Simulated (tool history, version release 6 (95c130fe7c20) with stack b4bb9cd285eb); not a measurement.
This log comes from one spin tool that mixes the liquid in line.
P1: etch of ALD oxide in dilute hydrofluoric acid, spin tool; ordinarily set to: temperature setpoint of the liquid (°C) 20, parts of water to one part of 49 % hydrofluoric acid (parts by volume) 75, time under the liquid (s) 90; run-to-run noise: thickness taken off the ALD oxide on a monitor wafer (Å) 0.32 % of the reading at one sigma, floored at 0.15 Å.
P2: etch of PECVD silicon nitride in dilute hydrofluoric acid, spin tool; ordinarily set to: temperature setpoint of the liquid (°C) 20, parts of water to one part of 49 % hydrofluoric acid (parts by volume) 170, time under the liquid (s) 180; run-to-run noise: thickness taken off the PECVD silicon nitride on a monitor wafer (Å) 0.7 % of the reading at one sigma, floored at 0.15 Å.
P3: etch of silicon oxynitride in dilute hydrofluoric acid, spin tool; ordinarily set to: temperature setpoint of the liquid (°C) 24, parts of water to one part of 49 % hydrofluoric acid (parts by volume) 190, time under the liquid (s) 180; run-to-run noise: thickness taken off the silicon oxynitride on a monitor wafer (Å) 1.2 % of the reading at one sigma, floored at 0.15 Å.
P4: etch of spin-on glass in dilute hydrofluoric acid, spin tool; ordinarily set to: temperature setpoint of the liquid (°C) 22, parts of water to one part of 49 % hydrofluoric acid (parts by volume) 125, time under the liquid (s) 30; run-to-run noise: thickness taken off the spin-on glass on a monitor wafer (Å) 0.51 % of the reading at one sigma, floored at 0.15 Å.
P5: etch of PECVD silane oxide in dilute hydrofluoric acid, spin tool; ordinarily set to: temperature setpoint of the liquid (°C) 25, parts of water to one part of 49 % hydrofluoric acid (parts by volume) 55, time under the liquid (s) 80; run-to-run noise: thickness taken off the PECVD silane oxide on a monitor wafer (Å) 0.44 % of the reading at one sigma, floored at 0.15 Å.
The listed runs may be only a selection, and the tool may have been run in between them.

| run | day | process that ran | temperature setpoint of the liquid (°C) | parts of water to one part of 49 % hydrofluoric acid (parts by volume) | time under the liquid (s) | hours since the thermometer was replaced | hours since the hydrofluoric acid flow meter was replaced | thickness taken off the ALD oxide on a monitor wafer (Å) | thickness taken off the PECVD silicon nitride on a monitor wafer (Å) | thickness taken off the spin-on glass on a monitor wafer (Å) | thickness taken off the silicon oxynitride on a monitor wafer (Å) | thickness taken off the PECVD silane oxide on a monitor wafer (Å) |
|---|---|---|---|---|---|---|---|---|---|---|---|---|
| 1 | 0.625 | P1 | 20 | 75 | 90 | 163 | 163.5 | 205.15 |  |  |  |  |
| 2 | 1.179 | P1 | 20 | 75 | 90 | 176.3 | 176.8 | 206.38 |  |  |  |  |
| 3 | 1.521 | P1 | 20 | 75 | 15 | 184.5 | 185 | 33.986 |  |  |  |  |
| 4 | 2.038 | P1 | 20 | 75 | 90 | 196.9 | 197.4 | 204.6 |  |  |  |  |
| 5 | 2.683 | P2 | 20 | 55 | 180 | 212.4 | 212.9 |  | 86.285 |  |  |  |
|  | 3.221 | thermometer replaced |
| 6 | 3.288 | P4 | 22 | 125 | 30 | 1.7 | 227.4 |  |  | 63.743 |  |  |
| 7 | 3.7 | P3 | 24 | 190 | 180 | 11.6 | 237.3 |  |  |  | 18.628 |  |
| 8 | 4.083 | P5 | 25 | 55 | 145 | 20.8 | 246.5 |  |  |  |  | 667.55 |
| 9 | 4.533 | P2 | 20 | 170 | 180 | 31.6 | 257.3 |  | 28.504 |  |  |  |
| 10 | 5.029 | P1 | 28 | 75 | 90 | 43.5 | 269.2 | 282.92 |  |  |  |  |
| 11 | 5.554 | P1 | 17 | 20 | 90 | 56.1 | 281.8 | 717.05 |  |  |  |  |
| 12 | 6.225 | P1 | 20 | 75 | 90 | 72.2 | 297.9 | 206.05 |  |  |  |  |
| 13 | 6.771 | P4 | 22 | 125 | 15 | 85.3 | 311 |  |  | 32.387 |  |  |
| 14 | 7.217 | P1 | 20 | 120 | 90 | 96 | 321.7 | 121.8 |  |  |  |  |
| 15 | 7.825 | P1 | 20 | 75 | 145 | 110.6 | 336.3 | 330.01 |  |  |  |  |
| 16 | 8.179 | P5 | 32 | 55 | 80 | 119.1 | 344.8 |  |  |  |  | 485.96 |
| 17 | 8.55 | P4 | 30.5 | 125 | 30 | 128 | 353.7 |  |  | 88.306 |  |  |
| 18 | 9.312 | P3 | 24 | 285 | 180 | 146.3 | 372 |  |  |  | 11.735 |  |
| 19 | 9.917 | P1 | 20 | 75 | 90 | 160.8 | 386.5 | 206.53 |  |  |  |  |
| 20 | 10.354 | P3 | 24 | 190 | 180 | 171.3 | 397 |  |  |  | 18.691 |  |
|  | 10.85 | hydrofluoric acid flow meter replaced |
| 21 | 10.9 | P5 | 25 | 25 | 80 | 184.4 | 1.3 |  |  |  |  | 845.46 |
| 22 | 11.504 | P1 | 17 | 75 | 90 | 198.9 | 15.8 | 180.67 |  |  |  |  |
| 23 | 12.167 | P2 | 28.5 | 170 | 180 | 214.8 | 31.7 |  | 49.164 |  |  |  |
| 24 | 12.712 | P4 | 22 | 215 | 30 | 227.9 | 44.8 |  |  | 33.862 |  |  |
| 25 | 13.167 | P3 | 32 | 190 | 180 | 238.8 | 55.7 |  |  |  | 27.173 |  |
| 26 | 13.571 | P5 | 25 | 55 | 80 | 248.5 | 65.4 |  |  |  |  | 366.47 |
| 27 | 13.921 | P1 | 20 | 35 | 90 | 256.9 | 73.8 | 464.4 |  |  |  |  |
| 28 | 14.433 | P3 | 24 | 190 | 295 | 269.2 | 86.1 |  |  |  | 30.476 |  |
| 29 | 14.821 | P2 | 20 | 170 | 180 | 278.5 | 95.4 |  | 28.635 |  |  |  |
| 30 | 15.238 | P1 | 25 | 75 | 170 | 288.5 | 105.4 | 477.56 |  |  |  |  |
| 31 | 15.775 | P2 | 20 | 170 | 295 | 301.4 | 118.3 |  | 47.364 |  |  |  |
| 32 | 16.375 | P5 | 25 | 55 | 80 | 315.8 | 132.7 |  |  |  |  | 367.92 |
| 33 | 17.112 | P1 | 20 | 75 | 90 | 333.5 | 150.4 | 206.7 |  |  |  |  |
| 34 | 17.479 | P1 | 20 | 75 | 90 | 342.3 | 159.2 | 204.8 |  |  |  |  |
| 35 | 17.9 | P1 | 20 | 75 | 90 | 352.4 | 169.3 | 199.75 |  |  |  |  |
| 36 | 18.358 | P1 | 20 | 75 | 90 | 363.4 | 180.3 | 196.02 |  |  |  |  |
| 37 | 18.917 | P1 | 20 | 75 | 90 | 376.8 | 193.7 | 193.2 |  |  |  |  |
| 38 | 19.604 | P1 | 20 | 75 | 90 | 393.3 | 210.2 | 191.26 |  |  |  |  |
| 39 | 20.288 | P1 | 20 | 75 | 90 | 409.7 | 226.6 | 190.33 |  |  |  |  |
| 40 | 20.979 | P1 | 20 | 75 | 90 | 426.3 | 243.2 | 189.48 |  |  |  |  |
| 41 | 21.508 | P1 | 20 | 75 | 90 | 439 | 255.9 | 191.1 |  |  |  |  |

What P1 gives has crept off from where it sat before. The 2 causes that follow fit the log equally well, each at the size noted:
A: hydrofluoric acid flow below the setpoint (%) = 7.05
B: liquid colder than its thermometer reads (K) = 1.9
The drift started at roughly day 17.479.

The list below offers 4 check runs, each averaging the results of 2 wafers, and shows each result as a question mark. For which of them would the listed causes give clearly different results?
| check 1 | 22.038 | P5 | 25 | 55 | 80 |  |  |  |  |  |  | ? |
| check 2 | 22.038 | P2 | 20 | 170 | 180 |  |  |  | ? |  |  |  |
| check 3 | 22.038 | P3 | 24 | 190 | 180 |  |  |  |  |  | ? |  |
| check 4 | 22.038 | P4 | 22 | 125 | 30 |  |  |  |  | ? |  |  |

How each check would come out, cause by cause:
| check | result | if A | if B |
|---|---|---|---|
| check 1 | thickness taken off the PECVD silane oxide on a monitor wafer (Å) | 339.23 | 339.52 |
| check 2 | thickness taken off the PECVD silicon nitride on a monitor wafer (Å) | 26.735 | 25.279 |
| check 3 | thickness taken off the silicon oxynitride on a monitor wafer (Å) | 17.093 | 17.057 |
| check 4 | thickness taken off the spin-on glass on a monitor wafer (Å) | 59.164 | 59.621 |
Distance between the nearest two causes, measured in the result of the check that separates them most: check 1 0.08 %; check 2 5.6 %; check 3 0.21 %; check 4 0.77 %
The causes can be told apart only by check 2. The other checks would give nearly the same results under each of them.

Check 2 has now been run. It gave: thickness taken off the PECVD silicon nitride on a monitor wafer (Å) 25.412. Which of the candidate causes is it?

Of the candidate causes, it is B: liquid colder than its thermometer reads (K).

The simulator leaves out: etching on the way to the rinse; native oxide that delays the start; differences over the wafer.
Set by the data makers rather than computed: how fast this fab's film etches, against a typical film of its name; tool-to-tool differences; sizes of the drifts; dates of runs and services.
